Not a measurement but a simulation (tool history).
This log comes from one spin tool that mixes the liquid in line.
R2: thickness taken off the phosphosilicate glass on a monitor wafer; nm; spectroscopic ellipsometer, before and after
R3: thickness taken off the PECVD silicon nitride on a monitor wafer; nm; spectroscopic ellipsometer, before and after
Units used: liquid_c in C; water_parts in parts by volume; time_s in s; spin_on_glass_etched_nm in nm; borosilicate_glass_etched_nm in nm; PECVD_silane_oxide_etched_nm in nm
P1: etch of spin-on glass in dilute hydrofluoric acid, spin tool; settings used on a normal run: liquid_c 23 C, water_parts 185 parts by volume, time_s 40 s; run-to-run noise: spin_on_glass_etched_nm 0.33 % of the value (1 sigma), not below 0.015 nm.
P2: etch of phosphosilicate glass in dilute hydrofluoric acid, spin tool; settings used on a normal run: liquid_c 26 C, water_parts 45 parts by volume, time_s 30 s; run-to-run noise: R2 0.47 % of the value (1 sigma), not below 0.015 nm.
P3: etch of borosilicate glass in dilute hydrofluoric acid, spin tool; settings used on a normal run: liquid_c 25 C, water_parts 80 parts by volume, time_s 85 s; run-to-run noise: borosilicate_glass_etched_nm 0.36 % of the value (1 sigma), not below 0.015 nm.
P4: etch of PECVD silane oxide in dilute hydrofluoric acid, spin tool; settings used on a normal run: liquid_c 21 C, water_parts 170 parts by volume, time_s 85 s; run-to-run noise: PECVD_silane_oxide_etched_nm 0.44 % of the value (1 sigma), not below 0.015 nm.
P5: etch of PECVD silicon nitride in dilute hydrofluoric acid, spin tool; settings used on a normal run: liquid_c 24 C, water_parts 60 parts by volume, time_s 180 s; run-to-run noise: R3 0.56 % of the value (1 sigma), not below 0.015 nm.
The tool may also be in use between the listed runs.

run 1 hour=7.1 | process=P1 liquid_c=23 water_parts=185 time_s=40 | spin_on_glass_etched_nm=12.514
run 2 hour=14.6 | process=P2 liquid_c=26 water_parts=45 time_s=30 | R2=113.95
run 3 hour=20.9 | process=P1 liquid_c=23 water_parts=65 time_s=15 | spin_on_glass_etched_nm=15.411
run 4 hour=32 | process=P5 liquid_c=24 water_parts=60 time_s=180 | R3=9.9403
run 5 hour=39.4 | process=P3 liquid_c=25 water_parts=80 time_s=85 | borosilicate_glass_etched_nm=35.663
run 6 hour=47.5 | process=P4 liquid_c=21 water_parts=290 time_s=85 | PECVD_silane_oxide_etched_nm=4.1034
run 7 hour=56.8 | process=P4 liquid_c=21 water_parts=170 time_s=85 | PECVD_silane_oxide_etched_nm=7.8922
run 8 hour=67.5 | process=P5 liquid_c=24 water_parts=60 time_s=355 | R3=19.256
-- hour=70 thermometer replaced
run 9 hour=74.6 | process=P3 liquid_c=25 water_parts=145 time_s=85 | borosilicate_glass_etched_nm=17.987
run 10 hour=82.2 | process=P2 liquid_c=26 water_parts=25 time_s=30 | R2=212.57
run 11 hour=91.8 | process=P2 liquid_c=33.5 water_parts=45 time_s=30 | R2=154.01
run 12 hour=99 | process=P1 liquid_c=28.5 water_parts=185 time_s=40 | spin_on_glass_etched_nm=15.285
run 13 hour=110.9 | process=P1 liquid_c=23 water_parts=185 time_s=65 | spin_on_glass_etched_nm=20.426
run 14 hour=122.1 | process=P3 liquid_c=31.5 water_parts=80 time_s=85 | borosilicate_glass_etched_nm=45.401
run 15 hour=128.6 | process=P1 liquid_c=26.5 water_parts=185 time_s=55 | spin_on_glass_etched_nm=19.641
run 16 hour=135.1 | process=P4 liquid_c=29 water_parts=170 time_s=85 | PECVD_silane_oxide_etched_nm=10.682
run 17 hour=147.6 | process=P3 liquid_c=25 water_parts=80 time_s=125 | borosilicate_glass_etched_nm=51.926
run 18 hour=156.9 | process=P2 liquid_c=26 water_parts=45 time_s=30 | R2=114.52
run 19 hour=166.9 | process=P2 liquid_c=26 water_parts=45 time_s=15 | R2=56.729
run 20 hour=175.1 | process=P1 liquid_c=23 water_parts=185 time_s=40 | spin_on_glass_etched_nm=12.445
run 21 hour=183.4 | process=P4 liquid_c=21 water_parts=170 time_s=155 | PECVD_silane_oxide_etched_nm=14.319
run 22 hour=194.7 | process=P1 liquid_c=17.5 water_parts=185 time_s=40 | spin_on_glass_etched_nm=10.056
run 23 hour=206.6 | process=P1 liquid_c=23 water_parts=185 time_s=40 | spin_on_glass_etched_nm=12.469
run 24 hour=215.5 | process=P1 liquid_c=23 water_parts=185 time_s=20 | spin_on_glass_etched_nm=6.2342
run 25 hour=223.6 | process=P1 liquid_c=23 water_parts=185 time_s=40 | spin_on_glass_etched_nm=12.559
run 26 hour=229.6 | process=P3 liquid_c=25 water_parts=80 time_s=85 | borosilicate_glass_etched_nm=35.644
run 27 hour=238.5 | process=P1 liquid_c=26.5 water_parts=110 time_s=40 | spin_on_glass_etched_nm=26.112
run 28 hour=251 | process=P1 liquid_c=23 water_parts=110 time_s=40 | spin_on_glass_etched_nm=22.747
run 29 hour=258 | process=P5 liquid_c=31.5 water_parts=60 time_s=180 | R3=15.758
run 30 hour=271.3 | process=P1 liquid_c=23 water_parts=270 time_s=40 | spin_on_glass_etched_nm=7.8553
run 31 hour=277.7 | process=P5 liquid_c=24 water_parts=95 time_s=180 | R3=6.2417
run 32 hour=285 | process=P4 liquid_c=21 water_parts=170 time_s=85 | PECVD_silane_oxide_etched_nm=7.835
run 33 hour=295.9 | process=P1 liquid_c=23 water_parts=185 time_s=40 | spin_on_glass_etched_nm=12.483
run 34 hour=304.1 | process=P1 liquid_c=23 water_parts=185 time_s=40 | spin_on_glass_etched_nm=12.471
run 35 hour=314.9 | process=P1 liquid_c=23 water_parts=185 time_s=40 | spin_on_glass_etched_nm=11.976
run 36 hour=322.3 | process=P1 liquid_c=23 water_parts=185 time_s=40 | spin_on_glass_etched_nm=11.67
run 37 hour=328.9 | process=P1 liquid_c=23 water_parts=185 time_s=40 | spin_on_glass_etched_nm=11.686

For run 38, what comes out?
run 38 hour=341.2 | process=P1 liquid_c=23 water_parts=185 time_s=40 | spin_on_glass_etched_nm=?

{"run 38": {"spin_on_glass_etched_nm": 11.59}}
